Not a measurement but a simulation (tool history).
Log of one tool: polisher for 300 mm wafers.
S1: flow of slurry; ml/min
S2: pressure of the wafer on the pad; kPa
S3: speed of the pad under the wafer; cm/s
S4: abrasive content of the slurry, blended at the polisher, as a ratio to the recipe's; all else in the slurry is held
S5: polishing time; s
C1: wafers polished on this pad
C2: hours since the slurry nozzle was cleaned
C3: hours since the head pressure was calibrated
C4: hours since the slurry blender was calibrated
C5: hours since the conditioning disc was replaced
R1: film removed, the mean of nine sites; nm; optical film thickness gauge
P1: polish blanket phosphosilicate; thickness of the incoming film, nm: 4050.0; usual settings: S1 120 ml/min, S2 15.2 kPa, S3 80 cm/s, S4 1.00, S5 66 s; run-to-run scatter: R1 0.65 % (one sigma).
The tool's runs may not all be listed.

run	hour	S1	S2	S3	S4	S5	C1	C2	C3	C4	C5	R1
1	11.1	120	15.2	80	1.00	66	985	106.4	157.1	73.1	58.8	283.42
2	22.6	120	15.2	36	1.00	66	1134	117.9	168.6	84.6	70.3	148.12
3	32.9	120	15.2	110	1.25	66	1268	128.2	178.9	94.9	80.6	401.02
4	39.7	120	15.2	80	0.70	66	1356	135.0	185.7	101.7	87.4	233.18
5	52.5	120	15.2	80	1.30	66	1522	147.8	198.5	114.5	100.2	316.06
6	63.8	120	15.2	80	1.45	103	1669	159.1	209.8	125.8	111.5	512.75
7	74.7	120	15.2	80	1.00	66	1810	170.0	220.7	136.7	122.4	281.36
8	87.8	120	15.2	58	0.55	66	1980	183.1	233.8	149.8	135.5	158.64
9	100.6	120	15.2	80	1.00	66	2146	195.9	246.6	162.6	148.3	281.87
10	111.4	120	24.1	80	1.00	66	2286	206.7	257.4	173.4	159.1	447.15
11	120.2	120	15.2	80	1.00	103	2400	215.5	266.2	182.2	167.9	446.64
12	131.8	120	15.2	80	1.00	36	2551	227.1	277.8	193.8	179.5	152.44
13	142.3	70	15.2	80	1.00	66	2687	237.6	288.3	204.3	190.0	243.47
14	148.6	120	15.2	80	1.00	66	2768	243.9	294.6	210.6	196.3	281.60
15	161.7	120	15.2	80	1.00	66	2938	257.0	307.7	223.7	209.4	280.48
16	168.1	170	15.2	80	1.00	66	3021	263.4	314.1	230.1	215.8	298.95
17	182.5	120	11.0	80	1.00	66	3208	277.8	328.5	244.5	230.2	203.92
18	194.6	120	15.2	110	1.00	66	3365	289.9	340.6	256.6	242.3	364.03
19	201.7	120	15.2	80	1.00	66	3457	297.0	347.7	263.7	249.4	283.33
20	215.2	120	15.2	80	1.00	66	3632	310.5	361.2	277.2	262.9	266.55
21	223.7	120	15.2	80	1.00	66	3743	319.0	369.7	285.7	271.4	261.08
22	235.2	120	15.2	80	1.00	66	3892	330.5	381.2	297.2	282.9	256.16
23	245.8	120	15.2	80	1.00	66	4029	341.1	391.8	307.8	293.5	254.86

Forecast run 24:
# hour 248.5: head pressure recalibrated
24	256.6	120	15.2	80	1.00	66	4169	351.9	8.1	318.6	304.3	?

{"run 24": {"R1": 247.91}}
